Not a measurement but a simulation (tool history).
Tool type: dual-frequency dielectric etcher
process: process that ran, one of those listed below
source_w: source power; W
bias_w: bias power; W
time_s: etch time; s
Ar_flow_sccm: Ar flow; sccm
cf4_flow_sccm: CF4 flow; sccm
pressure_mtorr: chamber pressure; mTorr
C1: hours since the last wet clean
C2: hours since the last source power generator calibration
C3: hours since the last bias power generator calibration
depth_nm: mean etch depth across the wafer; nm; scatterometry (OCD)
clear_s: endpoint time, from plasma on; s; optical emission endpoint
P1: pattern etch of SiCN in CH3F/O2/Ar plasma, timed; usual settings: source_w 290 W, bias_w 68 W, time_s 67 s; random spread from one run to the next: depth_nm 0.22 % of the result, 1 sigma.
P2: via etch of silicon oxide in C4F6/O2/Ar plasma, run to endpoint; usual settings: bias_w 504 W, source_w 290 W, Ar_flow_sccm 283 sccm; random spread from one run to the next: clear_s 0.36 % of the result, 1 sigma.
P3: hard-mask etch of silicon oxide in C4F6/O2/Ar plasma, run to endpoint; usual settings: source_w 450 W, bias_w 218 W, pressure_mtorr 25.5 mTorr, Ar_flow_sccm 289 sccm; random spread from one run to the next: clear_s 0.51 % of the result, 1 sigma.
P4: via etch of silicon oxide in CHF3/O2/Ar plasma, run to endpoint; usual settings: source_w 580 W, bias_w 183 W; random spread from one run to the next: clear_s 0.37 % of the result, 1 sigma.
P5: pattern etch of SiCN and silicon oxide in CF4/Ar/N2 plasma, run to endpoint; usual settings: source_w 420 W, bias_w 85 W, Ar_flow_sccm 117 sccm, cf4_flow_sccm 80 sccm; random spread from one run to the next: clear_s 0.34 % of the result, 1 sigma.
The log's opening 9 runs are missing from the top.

{"run": 10, "hour": 129.6, "process": "P1", "source_w": 290, "bias_w": 68, "time_s": 67, "C1": 217.7, "C2": 1222.7, "C3": 2504.6, "depth_nm": 22.028}
{"run": 11, "hour": 143.8, "process": "P1", "source_w": 290, "bias_w": 68, "time_s": 89.5, "C1": 231.9, "C2": 1236.9, "C3": 2518.8, "depth_nm": 29.402}
{"run": 12, "hour": 151.7, "process": "P1", "source_w": 210, "bias_w": 68, "time_s": 67, "C1": 239.8, "C2": 1244.8, "C3": 2526.7, "depth_nm": 19.552}
{"run": 13, "hour": 168.2, "process": "P1", "source_w": 290, "bias_w": 51, "time_s": 67, "C1": 256.3, "C2": 1261.3, "C3": 2543.2, "depth_nm": 19.849}
{"run": 14, "hour": 181.0, "process": "P1", "source_w": 200, "bias_w": 68, "time_s": 92, "C1": 269.1, "C2": 1274.1, "C3": 2556, "depth_nm": 26.283}
{"run": 15, "hour": 198.2, "process": "P5", "source_w": 420, "bias_w": 85, "Ar_flow_sccm": 117, "cf4_flow_sccm": 80, "C1": 286.3, "C2": 1291.3, "C3": 2573.2, "clear_s": 15.174}
{"run": 16, "hour": 211.5, "process": "P3", "source_w": 450, "bias_w": 271, "Ar_flow_sccm": 289, "pressure_mtorr": 25.5, "C1": 299.6, "C2": 1304.6, "C3": 2586.5, "clear_s": 82.174}
{"run": 17, "hour": 219.4, "process": "P1", "source_w": 380, "bias_w": 68, "time_s": 67, "C1": 307.5, "C2": 1312.5, "C3": 2594.4, "depth_nm": 24.343}
{"run": 18, "hour": 230.0, "process": "P1", "source_w": 290, "bias_w": 93, "time_s": 67, "C1": 318.1, "C2": 1323.1, "C3": 2605, "depth_nm": 24.819}
{"run": 19, "hour": 244.7, "process": "P4", "source_w": 460, "bias_w": 183, "C1": 332.8, "C2": 1337.8, "C3": 2619.7, "clear_s": 299.06}
{"run": 20, "hour": 254.7, "process": "P1", "source_w": 290, "bias_w": 80, "time_s": 85.5, "C1": 342.8, "C2": 1347.8, "C3": 2629.7, "depth_nm": 29.803}
{"run": 21, "hour": 262.5, "process": "P4", "source_w": 580, "bias_w": 250, "C1": 350.6, "C2": 1355.6, "C3": 2637.5, "clear_s": 243.47}
{"run": 22, "hour": 278.8, "process": "P5", "source_w": 420, "bias_w": 85, "Ar_flow_sccm": 117, "cf4_flow_sccm": 80, "C1": 366.9, "C2": 1371.9, "C3": 2653.8, "clear_s": 15.183}
{"run": 23, "hour": 290.9, "process": "P3", "source_w": 450, "bias_w": 218, "Ar_flow_sccm": 289, "pressure_mtorr": 34, "C1": 379, "C2": 1384, "C3": 2665.9, "clear_s": 91.416}
{"run": 24, "hour": 307.9, "process": "P2", "source_w": 290, "bias_w": 504, "Ar_flow_sccm": 283, "C1": 396, "C2": 1401, "C3": 2682.9, "clear_s": 15.216}
{"run": 25, "hour": 322.3, "process": "P5", "source_w": 590, "bias_w": 85, "Ar_flow_sccm": 117, "cf4_flow_sccm": 80, "C1": 410.4, "C2": 1415.4, "C3": 2697.3, "clear_s": 11.144}
{"run": 26, "hour": 334.2, "process": "P1", "source_w": 290, "bias_w": 68, "time_s": 67, "C1": 422.3, "C2": 1427.3, "C3": 2709.2, "depth_nm": 22.063}
{"run": 27, "hour": 342.2, "process": "P1", "source_w": 290, "bias_w": 68, "time_s": 67, "C1": 430.3, "C2": 1435.3, "C3": 2717.2, "depth_nm": 22.05}

Estimate the outcome of run 28 from the log above:
{"run": 28, "hour": 356.0, "process": "P2", "source_w": 290, "bias_w": 504, "Ar_flow_sccm": 400, "C1": 444.1, "C2": 1449.1, "C3": 2731, "clear_s": "?"}

clear_s: 15.634 s

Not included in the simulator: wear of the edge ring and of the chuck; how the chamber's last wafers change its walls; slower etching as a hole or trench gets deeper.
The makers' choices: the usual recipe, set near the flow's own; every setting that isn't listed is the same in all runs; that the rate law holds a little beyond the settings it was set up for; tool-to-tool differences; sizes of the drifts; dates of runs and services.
